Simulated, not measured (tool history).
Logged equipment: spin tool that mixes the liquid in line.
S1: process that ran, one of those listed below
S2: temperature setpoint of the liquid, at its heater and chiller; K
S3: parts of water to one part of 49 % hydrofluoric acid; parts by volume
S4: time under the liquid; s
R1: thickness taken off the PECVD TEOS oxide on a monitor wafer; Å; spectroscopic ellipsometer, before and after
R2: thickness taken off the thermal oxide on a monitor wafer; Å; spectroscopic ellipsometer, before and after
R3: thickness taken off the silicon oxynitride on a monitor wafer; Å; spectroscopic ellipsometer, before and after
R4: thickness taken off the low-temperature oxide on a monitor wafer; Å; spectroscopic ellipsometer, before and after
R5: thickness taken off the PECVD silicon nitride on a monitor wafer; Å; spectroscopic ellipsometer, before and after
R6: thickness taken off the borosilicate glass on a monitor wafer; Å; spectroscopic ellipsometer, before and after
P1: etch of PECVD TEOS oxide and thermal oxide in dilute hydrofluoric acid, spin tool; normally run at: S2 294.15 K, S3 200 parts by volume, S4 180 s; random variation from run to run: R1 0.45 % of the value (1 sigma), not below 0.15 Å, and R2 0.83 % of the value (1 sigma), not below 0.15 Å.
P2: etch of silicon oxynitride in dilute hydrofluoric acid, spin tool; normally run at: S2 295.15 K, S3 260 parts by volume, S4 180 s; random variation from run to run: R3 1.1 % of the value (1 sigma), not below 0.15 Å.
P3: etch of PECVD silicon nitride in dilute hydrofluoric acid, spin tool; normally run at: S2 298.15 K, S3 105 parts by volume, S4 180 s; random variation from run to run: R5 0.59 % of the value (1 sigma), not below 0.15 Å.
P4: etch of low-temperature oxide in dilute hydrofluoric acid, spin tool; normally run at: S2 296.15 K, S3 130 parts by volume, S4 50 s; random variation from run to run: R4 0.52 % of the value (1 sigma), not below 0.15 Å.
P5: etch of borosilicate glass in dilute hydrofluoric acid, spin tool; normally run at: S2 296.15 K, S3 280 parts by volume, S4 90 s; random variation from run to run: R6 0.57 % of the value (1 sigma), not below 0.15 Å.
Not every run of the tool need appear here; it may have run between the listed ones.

Run 1, hour 9.9: S1 P1, S2 294.15 K, S3 200 parts by volume, S4 180 s. Result: R1 206.810 Å, R2 32.2890 Å.
Run 2, hour 19.3: S1 P2, S2 295.15 K, S3 260 parts by volume, S4 180 s. Result: R3 23.721 Å.
Run 3, hour 30.7: S1 P1, S2 294.15 K, S3 200 parts by volume, S4 180 s. Result: R1 206.220 Å, R2 32.1940 Å.
Run 4, hour 38.6: S1 P4, S2 296.15 K, S3 130 parts by volume, S4 15 s. Result: R4 15.702 Å.
Run 5, hour 45.9: S1 P1, S2 294.15 K, S3 200 parts by volume, S4 180 s. Result: R1 206.650 Å, R2 32.0420 Å.
Run 6, hour 57.8: S1 P1, S2 299.15 K, S3 200 parts by volume, S4 105 s. Result: R1 144.510 Å, R2 22.8280 Å.
Run 7, hour 66.4: S1 P2, S2 295.15 K, S3 260 parts by volume, S4 90 s. Result: R3 11.627 Å.
Run 8, hour 73.6: S1 P1, S2 294.15 K, S3 200 parts by volume, S4 180 s. Result: R1 207.260 Å, R2 33.0020 Å.
Run 9, hour 81.8: S1 P3, S2 298.15 K, S3 105 parts by volume, S4 180 s. Result: R5 45.414 Å.
Run 10, hour 87.7: S1 P1, S2 294.15 K, S3 200 parts by volume, S4 45 s. Result: R1 51.608 Å, R2 8.2276 Å.
Run 11, hour 98.6: S1 P5, S2 296.15 K, S3 280 parts by volume, S4 155 s. Result: R6 100.470 Å.
Run 12, hour 108.0: S1 P5, S2 296.15 K, S3 280 parts by volume, S4 90 s. Result: R6 57.850 Å.
Run 13, hour 113.9: S1 P2, S2 295.15 K, S3 415 parts by volume, S4 180 s. Result: R3 13.768 Å.
Run 14, hour 124.9: S1 P1, S2 294.15 K, S3 40 parts by volume, S4 180 s. Result: R1 1241.200 Å, R2 193.8000 Å.
Run 15, hour 137.5: S1 P3, S2 298.15 K, S3 40 parts by volume, S4 180 s. Result: R5 118.320 Å.
Run 16, hour 149.1: S1 P4, S2 296.15 K, S3 175 parts by volume, S4 50 s. Result: R4 37.395 Å.
Run 17, hour 159.9: S1 P3, S2 298.15 K, S3 105 parts by volume, S4 355 s. Result: R5 89.863 Å.
Run 18, hour 167.2: S1 P3, S2 304.65 K, S3 105 parts by volume, S4 180 s. Result: R5 68.701 Å.
Run 19, hour 175.6: S1 P1, S2 294.15 K, S3 200 parts by volume, S4 280 s. Result: R1 320.800 Å, R2 50.3110 Å.
Run 20, hour 182.8: S1 P1, S2 294.15 K, S3 200 parts by volume, S4 180 s. Result: R1 206.030 Å, R2 33.0600 Å.
Run 21, hour 189.0: S1 P1, S2 294.15 K, S3 310 parts by volume, S4 180 s. Result: R1 120.510 Å, R2 18.8610 Å.
Run 22, hour 197.3: S1 P5, S2 303.65 K, S3 280 parts by volume, S4 90 s. Result: R6 74.554 Å.
Run 23, hour 205.5: S1 P2, S2 300.65 K, S3 260 parts by volume, S4 180 s. Result: R3 30.091 Å.
Run 24, hour 212.2: S1 P4, S2 301.65 K, S3 130 parts by volume, S4 50 s. Result: R4 65.151 Å.
Run 25, hour 224.5: S1 P1, S2 294.15 K, S3 200 parts by volume, S4 180 s. Result: R1 205.500 Å, R2 32.8050 Å.
Run 26, hour 234.1: S1 P1, S2 290.15 K, S3 200 parts by volume, S4 45 s. Result: R1 44.255 Å, R2 7.0190 Å.
Run 27, hour 245.8: S1 P1, S2 290.15 K, S3 50 parts by volume, S4 180 s. Result: R1 821.860 Å, R2 129.5500 Å.
Run 28, hour 252.7: S1 P4, S2 296.15 K, S3 130 parts by volume, S4 50 s. Result: R4 52.861 Å.
Run 29, hour 263.7: S1 P1, S2 302.15 K, S3 200 parts by volume, S4 180 s. Result: R1 278.600 Å, R2 43.2810 Å.
Run 30, hour 273.0: S1 P5, S2 296.15 K, S3 280 parts by volume, S4 90 s. Result: R6 58.378 Å.
Run 31, hour 282.7: S1 P4, S2 296.15 K, S3 130 parts by volume, S4 50 s. Result: R4 52.700 Å.
Run 32, hour 294.2: S1 P5, S2 296.15 K, S3 510 parts by volume, S4 90 s. Result: R6 26.299 Å.
Run 33, hour 307.3: S1 P2, S2 295.15 K, S3 260 parts by volume, S4 180 s. Result: R3 23.585 Å.
Run 34, hour 316.8: S1 P1, S2 290.15 K, S3 200 parts by volume, S4 180 s. Result: R1 177.680 Å, R2 28.5590 Å.
Run 35, hour 329.4: S1 P1, S2 294.15 K, S3 200 parts by volume, S4 180 s. Result: R1 205.760 Å, R2 32.5650 Å.
Run 36, hour 342.0: S1 P1, S2 294.15 K, S3 200 parts by volume, S4 180 s. Result: R1 216.560 Å, R2 34.1550 Å.
Run 37, hour 352.2: S1 P1, S2 294.15 K, S3 200 parts by volume, S4 180 s. Result: R1 220.630 Å, R2 34.8120 Å.
Run 38, hour 358.2: S1 P1, S2 294.15 K, S3 200 parts by volume, S4 180 s. Result: R1 221.760 Å, R2 34.4300 Å.
Run 39, hour 367.5: S1 P1, S2 294.15 K, S3 200 parts by volume, S4 180 s. Result: R1 223.250 Å, R2 35.8710 Å.
Run 40, hour 379.5: S1 P1, S2 294.15 K, S3 200 parts by volume, S4 180 s. Result: R1 223.110 Å, R2 35.2850 Å.
Run 41, hour 385.3: S1 P1, S2 294.15 K, S3 200 parts by volume, S4 180 s. Result: R1 225.720 Å, R2 35.0790 Å.
Run 42, hour 391.5: S1 P1, S2 294.15 K, S3 200 parts by volume, S4 180 s. Result: R1 223.780 Å, R2 35.0860 Å.

Something has made what P1 gives creep away from where it was; the 2 causes below, each at its own stated size, fit the log equally well:
A: liquid hotter than its thermometer reads (K) = 2.18
B: hydrofluoric acid flow above the setpoint (%) = 7.12
The process output started creeping at around hour 329.4.

Listed below are the offered check runs, one wafer per run, with question marks in place of results. For which of them would the causes give clearly different outcomes?
Run check 1, hour 397.7: S1 P2, S2 295.15 K, S3 260 parts by volume, S4 180 s. Result: R3 ?.
Run check 2, hour 397.7: S1 P4, S2 296.15 K, S3 130 parts by volume, S4 50 s. Result: R4 ?.
Run check 3, hour 397.7: S1 P5, S2 296.15 K, S3 280 parts by volume, S4 90 s. Result: R6 ?.
Run check 4, hour 397.7: S1 P3, S2 298.15 K, S3 105 parts by volume, S4 180 s. Result: R5 ?.

Predicted outcomes, by check and by cause:
  check  result    if A    if B
check 1      R3  26.018  25.635
check 2      R4  57.441  57.115
check 3      R6  63.213  63.877
check 4      R5  52.342  48.667
Per check, the gap between the least separated pair of causes, taken in the result that splits them most: check 1 1.48 %; check 2 0.57 %; check 3 1.04 %; check 4 7.28 %
The other checks would show nearly matching results whichever cause is true, so check 4 is the only one that separates the causes.

Then check 4 was run and gave: R5 49.190 Å. Which cause is it?

It was cause B: hydrofluoric acid flow above the setpoint (%).
